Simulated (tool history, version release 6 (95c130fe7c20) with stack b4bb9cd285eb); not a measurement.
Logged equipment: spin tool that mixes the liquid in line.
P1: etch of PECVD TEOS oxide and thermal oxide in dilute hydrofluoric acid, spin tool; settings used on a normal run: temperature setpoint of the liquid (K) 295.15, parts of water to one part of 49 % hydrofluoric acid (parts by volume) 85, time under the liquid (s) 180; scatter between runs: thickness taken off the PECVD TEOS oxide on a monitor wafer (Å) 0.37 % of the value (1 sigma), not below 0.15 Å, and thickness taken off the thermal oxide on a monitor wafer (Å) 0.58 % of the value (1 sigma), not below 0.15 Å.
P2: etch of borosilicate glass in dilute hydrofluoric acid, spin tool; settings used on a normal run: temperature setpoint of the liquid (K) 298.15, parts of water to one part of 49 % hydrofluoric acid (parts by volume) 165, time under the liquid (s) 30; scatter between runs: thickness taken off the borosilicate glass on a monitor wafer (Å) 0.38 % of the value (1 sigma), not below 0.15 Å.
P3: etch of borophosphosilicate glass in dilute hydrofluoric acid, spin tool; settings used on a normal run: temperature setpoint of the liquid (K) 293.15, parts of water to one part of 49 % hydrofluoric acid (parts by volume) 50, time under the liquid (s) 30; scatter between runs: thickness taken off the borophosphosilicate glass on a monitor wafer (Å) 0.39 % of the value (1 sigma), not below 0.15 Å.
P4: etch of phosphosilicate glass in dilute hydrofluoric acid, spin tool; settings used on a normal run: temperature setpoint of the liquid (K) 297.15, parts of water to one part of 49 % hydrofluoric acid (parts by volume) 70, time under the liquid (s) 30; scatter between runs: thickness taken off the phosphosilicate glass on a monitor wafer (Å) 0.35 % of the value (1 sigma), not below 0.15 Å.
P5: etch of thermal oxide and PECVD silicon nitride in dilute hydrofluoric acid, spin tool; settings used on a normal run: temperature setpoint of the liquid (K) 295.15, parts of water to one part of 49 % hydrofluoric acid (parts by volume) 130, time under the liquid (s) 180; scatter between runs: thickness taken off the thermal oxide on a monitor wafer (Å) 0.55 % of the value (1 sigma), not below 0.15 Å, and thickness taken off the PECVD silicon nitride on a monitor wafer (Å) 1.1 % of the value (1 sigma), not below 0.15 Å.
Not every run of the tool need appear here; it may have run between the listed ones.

run,hour,process that ran,temperature setpoint of the liquid (K),parts of water to one part of 49 % hydrofluoric acid (parts by volume),time under the liquid (s),hours since the thermometer was replaced,hours since the hydrofluoric acid flow meter was replaced,thickness taken off the PECVD TEOS oxide on a monitor wafer (Å),thickness taken off the thermal oxide on a monitor wafer (Å),thickness taken off the PECVD silicon nitride on a monitor wafer (Å),thickness taken off the borosilicate glass on a monitor wafer (Å),thickness taken off the phosphosilicate glass on a monitor wafer (Å),thickness taken off the borophosphosilicate glass on a monitor wafer (Å)
1,9.3,P1,295.15,85,180,396.5,336.6,257.340,96.574,,,,
2,17.2,P5,295.15,130,80,404.4,344.5,,26.321,8.5764,,,
3,24.7,P2,298.15,165,30,411.9,352.0,,,,81.727,,
4,31.2,P1,295.15,85,40,418.4,358.5,57.241,21.759,,,,
5,37.8,P4,304.65,70,30,425.0,365.1,,,,,708.17,
# hour 38.3: thermometer replaced
6,44.8,P5,295.15,130,180,6.5,372.1,,60.545,20.4240,,,
7,52.8,P2,306.15,165,30,14.5,380.1,,,,108.110,,
8,58.1,P1,295.15,150,180,19.8,385.4,135.910,51.756,,,,
9,64.3,P3,293.15,70,30,26.0,391.6,,,,,,161.31
10,73.8,P1,295.15,85,180,35.5,401.1,258.320,95.957,,,,
11,78.9,P5,295.15,130,180,40.6,406.2,,60.443,19.5810,,,
12,87.4,P2,298.15,50,30,49.1,414.7,,,,309.470,,
13,96.1,P4,297.15,70,60,57.8,423.4,,,,,1054.10,
14,105.3,P1,302.65,85,180,67.0,432.6,346.290,131.520,,,,
15,111.1,P4,297.15,70,30,72.8,438.4,,,,,530.82,
16,119.2,P1,295.15,85,180,80.9,446.5,257.410,96.939,,,,
17,126.1,P1,295.15,50,25,87.8,453.4,63.158,23.726,,,,
18,132.4,P3,299.65,50,30,94.1,459.7,,,,,,300.33
19,143.2,P3,293.15,50,30,104.9,470.5,,,,,,231.95
20,149.0,P5,290.15,130,180,110.7,476.3,,48.491,13.9520,,,
21,157.2,P1,295.15,85,180,118.9,484.5,258.010,97.173,,,,
22,168.3,P2,298.15,165,65,130.0,495.6,,,,176.680,,
23,174.0,P1,295.15,30,180,135.7,501.3,779.240,294.830,,,,
24,181.5,P5,295.15,55,180,143.2,508.8,,153.940,45.5720,,,
25,188.2,P3,293.15,50,15,149.9,515.5,,,,,,116.29
26,198.4,P1,290.65,85,340,160.1,525.7,403.360,153.660,,,,
27,205.9,P4,297.15,100,30,167.6,533.2,,,,,355.26,
28,211.3,P4,297.15,70,30,173.0,538.6,,,,,529.55,
29,222.5,P1,295.15,85,180,184.2,549.8,258.050,96.677,,,,
30,232.4,P3,293.15,50,30,194.1,559.7,,,,,,232.05
31,241.8,P1,295.15,85,360,203.5,569.1,513.020,194.370,,,,
32,251.7,P1,290.15,85,180,213.4,579.0,207.820,78.102,,,,
33,257.2,P1,295.15,85,180,218.9,584.5,255.940,98.418,,,,
34,268.5,P1,295.15,85,180,230.2,595.8,247.710,93.851,,,,
35,276.7,P1,295.15,85,180,238.4,604.0,243.410,91.656,,,,
36,284.8,P1,295.15,85,180,246.5,612.1,240.960,90.317,,,,
37,290.1,P1,295.15,85,180,251.8,617.4,240.330,90.360,,,,
38,295.1,P1,295.15,85,180,256.8,622.4,238.750,90.490,,,,
39,300.5,P1,295.15,85,180,262.2,627.8,236.160,90.260,,,,
40,309.7,P1,295.15,85,180,271.4,637.0,240.530,89.664,,,,
41,316.9,P1,295.15,85,180,278.6,644.2,237.200,89.472,,,,
42,326.7,P1,295.15,85,180,288.4,654.0,237.900,89.340,,,,

P1 no longer gives what it gave before; its output has crept away from where it was. The following 2 causes, each at its listed size, fit the log equally well:
A: hydrofluoric acid flow below the setpoint (%) = 7.01
B: liquid colder than its thermometer reads (K) = 1.96
The drift started at roughly hour 257.2.

Each of the check runs listed below is run on 3 wafers and reports their average, with the results left as question marks. Pick the one under which the possible causes would lead to clearly different results.
check 1,336.5,P4,297.15,70,55,,,,,,,?,
check 2,336.5,P3,296.65,70,30,,,,,,,,?
check 3,336.5,P2,301.15,55,30,,,,,,?,,
check 4,336.5,P5,295.15,95,180,,,,?,?,,,

Expected result of each check under each candidate cause:
check,result,if A,if B
check 1,thickness taken off the phosphosilicate glass on a monitor wafer (Å),896.29,895.77
check 2,thickness taken off the borophosphosilicate glass on a monitor wafer (Å),172.20,172.03
check 3,thickness taken off the borosilicate glass on a monitor wafer (Å),291.370,291.470
check 4,thickness taken off the thermal oxide on a monitor wafer (Å),78.420,78.501
check 4,thickness taken off the PECVD silicon nitride on a monitor wafer (Å),25.0870,23.5950
Gap, in per cent, between the two causes that each check separates least, read from the result that separates them most: check 1 0.06 %; check 2 0.1 %; check 3 0.03 %; check 4 6.13 %
Check 4 distinguishes between the causes, while the remaining checks would return nearly the same result for all of them.

With check 4 done, the readings were: thickness taken off the thermal oxide on a monitor wafer (Å) 78.650; thickness taken off the PECVD silicon nitride on a monitor wafer (Å) 25.0750. Identify which of the listed causes applies.

Of the candidate causes, it is A: hydrofluoric acid flow below the setpoint (%).
